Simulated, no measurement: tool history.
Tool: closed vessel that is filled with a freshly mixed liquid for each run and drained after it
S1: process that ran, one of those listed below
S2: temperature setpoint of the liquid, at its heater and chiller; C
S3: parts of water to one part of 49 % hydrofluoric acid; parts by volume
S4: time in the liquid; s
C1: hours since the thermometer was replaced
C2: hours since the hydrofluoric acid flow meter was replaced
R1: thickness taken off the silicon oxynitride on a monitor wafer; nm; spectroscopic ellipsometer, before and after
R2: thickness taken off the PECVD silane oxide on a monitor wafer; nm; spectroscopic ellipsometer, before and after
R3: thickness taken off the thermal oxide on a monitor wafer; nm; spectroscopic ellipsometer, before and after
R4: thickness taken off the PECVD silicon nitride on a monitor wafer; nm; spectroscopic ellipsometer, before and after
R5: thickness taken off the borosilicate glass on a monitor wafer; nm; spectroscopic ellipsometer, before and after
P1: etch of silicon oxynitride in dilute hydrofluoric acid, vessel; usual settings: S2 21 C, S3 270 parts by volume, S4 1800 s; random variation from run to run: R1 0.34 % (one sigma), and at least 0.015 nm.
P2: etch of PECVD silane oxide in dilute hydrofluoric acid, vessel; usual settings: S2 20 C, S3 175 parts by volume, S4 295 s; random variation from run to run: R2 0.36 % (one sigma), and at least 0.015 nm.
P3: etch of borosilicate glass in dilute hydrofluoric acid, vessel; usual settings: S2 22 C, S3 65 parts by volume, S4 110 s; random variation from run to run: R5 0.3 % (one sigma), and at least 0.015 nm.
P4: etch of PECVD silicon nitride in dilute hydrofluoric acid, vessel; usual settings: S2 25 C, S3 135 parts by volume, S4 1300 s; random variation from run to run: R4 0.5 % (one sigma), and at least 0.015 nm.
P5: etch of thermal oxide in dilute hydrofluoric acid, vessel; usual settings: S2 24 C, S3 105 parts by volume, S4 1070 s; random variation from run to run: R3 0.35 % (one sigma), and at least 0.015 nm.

| run | hour | S1 | S2 | S3 | S4 | C1 | C2 | R1 | R2 | R3 | R4 | R5 |
|---|---|---|---|---|---|---|---|---|---|---|---|---|
| 1 | 11.5 | P1 | 21 | 270 | 1800 | 427.9 | 821.2 | 11.337 |  |  |  |  |
| 2 | 22.7 | P1 | 17 | 270 | 1800 | 439.1 | 832.4 | 9.4144 |  |  |  |  |
| 3 | 33.4 | P1 | 21 | 270 | 1800 | 449.8 | 843.1 | 11.286 |  |  |  |  |
| 4 | 47.2 | P2 | 20 | 175 | 155 | 463.6 | 856.9 |  | 22.077 |  |  |  |
| 5 | 61.7 | P2 | 17 | 175 | 295 | 478.1 | 871.4 |  | 37.293 |  |  |  |
| 6 | 77.2 | P1 | 21 | 75 | 1800 | 493.6 | 886.9 | 46.826 |  |  |  |  |
| 7 | 90.7 | P5 | 24 | 40 | 1070 | 507.1 | 900.4 |  |  | 139.87 |  |  |
| 8 | 102.7 | P5 | 24 | 105 | 2025 | 519.1 | 912.4 |  |  | 92.646 |  |  |
| 9 | 118.2 | P4 | 25 | 135 | 370 | 534.6 | 927.9 |  |  |  | 11.162 |  |
| 10 | 132.1 | P2 | 20 | 255 | 295 | 548.5 | 941.8 |  | 26.701 |  |  |  |
| 11 | 141.3 | P3 | 17 | 65 | 110 | 557.7 | 951 |  |  |  |  | 42.971 |
| 12 | 155.2 | P1 | 29 | 270 | 1800 | 571.6 | 964.9 | 15.845 |  |  |  |  |
| 13 | 164.2 | P5 | 24 | 105 | 1070 | 580.6 | 973.9 |  |  | 49.013 |  |  |
| 14 | 173.4 | P3 | 22 | 65 | 110 | 589.8 | 983.1 |  |  |  |  | 52.904 |
| 15 | 183.4 | P1 | 21 | 270 | 3445 | 599.8 | 993.1 | 21.71 |  |  |  |  |
| 16 | 198.7 | P1 | 28.5 | 355 | 1800 | 615.1 | 1008.4 | 11.099 |  |  |  |  |
| 17 | 210.5 | P1 | 21 | 270 | 160 | 626.9 | 1020.2 | 0.99169 |  |  |  |  |
| 18 | 224.8 | P5 | 24 | 105 | 1070 | 641.2 | 1034.5 |  |  | 48.804 |  |  |
| 19 | 238.1 | P1 | 21 | 270 | 1800 | 654.5 | 1047.8 | 11.326 |  |  |  |  |
| 20 | 248.8 | P2 | 20 | 175 | 295 | 665.2 | 1058.5 |  | 42.033 |  |  |  |
| 21 | 257.9 | P1 | 21 | 425 | 1800 | 674.3 | 1067.6 | 6.57 |  |  |  |  |
| 22 | 270.3 | P4 | 25 | 135 | 1300 | 686.7 | 1080 |  |  |  | 39.541 |  |
| 23 | 282.4 | P3 | 22 | 65 | 50 | 698.8 | 1092.1 |  |  |  |  | 24.115 |
| 24 | 293.5 | P1 | 21 | 270 | 1800 | 709.9 | 1103.2 | 11.342 |  |  |  |  |
| 25 | 301.9 | P4 | 32 | 135 | 1300 | 718.3 | 1111.6 |  |  |  | 60.783 |  |
| 26 | 312.7 | P3 | 22 | 110 | 110 | 729.1 | 1122.4 |  |  |  |  | 29.779 |
| 27 | 322.3 | P4 | 25 | 215 | 1300 | 738.7 | 1132 |  |  |  | 24.624 |  |
| 28 | 329.3 | P5 | 29.5 | 105 | 1070 | 745.7 | 1139 |  |  | 60.085 |  |  |
| 29 | 338.9 | P1 | 21 | 60 | 990 | 755.3 | 1148.6 | 32.534 |  |  |  |  |
| 30 | 352.3 | P1 | 21 | 270 | 1800 | 768.7 | 1162 | 11.334 |  |  |  |  |
| 31 | 362 | P1 | 21 | 270 | 1800 | 778.4 | 1171.7 | 11.135 |  |  |  |  |
| 32 | 371.2 | P1 | 21 | 270 | 1800 | 787.6 | 1180.9 | 10.9 |  |  |  |  |
| 33 | 378.2 | P1 | 21 | 270 | 1800 | 794.6 | 1187.9 | 10.777 |  |  |  |  |
| 34 | 392.4 | P1 | 21 | 270 | 1800 | 808.8 | 1202.1 | 10.713 |  |  |  |  |
| 35 | 405.7 | P1 | 21 | 270 | 1800 | 822.1 | 1215.4 | 10.553 |  |  |  |  |
| 36 | 415.7 | P1 | 21 | 270 | 1800 | 832.1 | 1225.4 | 10.539 |  |  |  |  |
| 37 | 428.1 | P1 | 21 | 270 | 1800 | 844.5 | 1237.8 | 10.552 |  |  |  |  |
| 38 | 435.7 | P1 | 21 | 270 | 1800 | 852.1 | 1245.4 | 10.486 |  |  |  |  |
| 39 | 446.3 | P1 | 21 | 270 | 1800 | 862.7 | 1256 | 10.485 |  |  |  |  |
| 40 | 454.7 | P1 | 21 | 270 | 1800 | 871.1 | 1264.4 | 10.507 |  |  |  |  |

What P1 gives has crept away from where it was. These 2 causes fit the log equally well, each at the size given:
A: liquid colder than its thermometer reads (K) = 1.67
B: hydrofluoric acid flow below the setpoint (%) = 6.15
The creep began at about hour 352.3.

4 check runs are offered, one wafer each, their results left as question marks. Which one tells the causes apart?
| check 1 | 463.1 | P3 | 22 | 65 | 110 |  |  |  |  |  |  | ? |
| check 2 | 463.1 | P5 | 24 | 105 | 1070 |  |  |  |  | ? |  |  |
| check 3 | 463.1 | P4 | 25 | 135 | 1300 |  |  |  |  |  | ? |  |
| check 4 | 463.1 | P2 | 20 | 175 | 295 |  |  |  | ? |  |  |  |

What each check would give under each cause:
| check | result | if A | if B |
|---|---|---|---|
| check 1 | R5 | 49.614 | 49.653 |
| check 2 | R3 | 45.688 | 45.443 |
| check 3 | R4 | 35.322 | 36.956 |
| check 4 | R2 | 39.324 | 38.973 |
How far apart the two closest causes lie, in the result that separates them most: check 1 0.08 %; check 2 0.54 %; check 3 4.52 %; check 4 0.9 %
Check 3 tells the causes apart: in the others they would give nearly the same result.

Then check 3 was run and gave: R4 37.152 nm. Which cause is it?

It is B: hydrofluoric acid flow below the setpoint (%).

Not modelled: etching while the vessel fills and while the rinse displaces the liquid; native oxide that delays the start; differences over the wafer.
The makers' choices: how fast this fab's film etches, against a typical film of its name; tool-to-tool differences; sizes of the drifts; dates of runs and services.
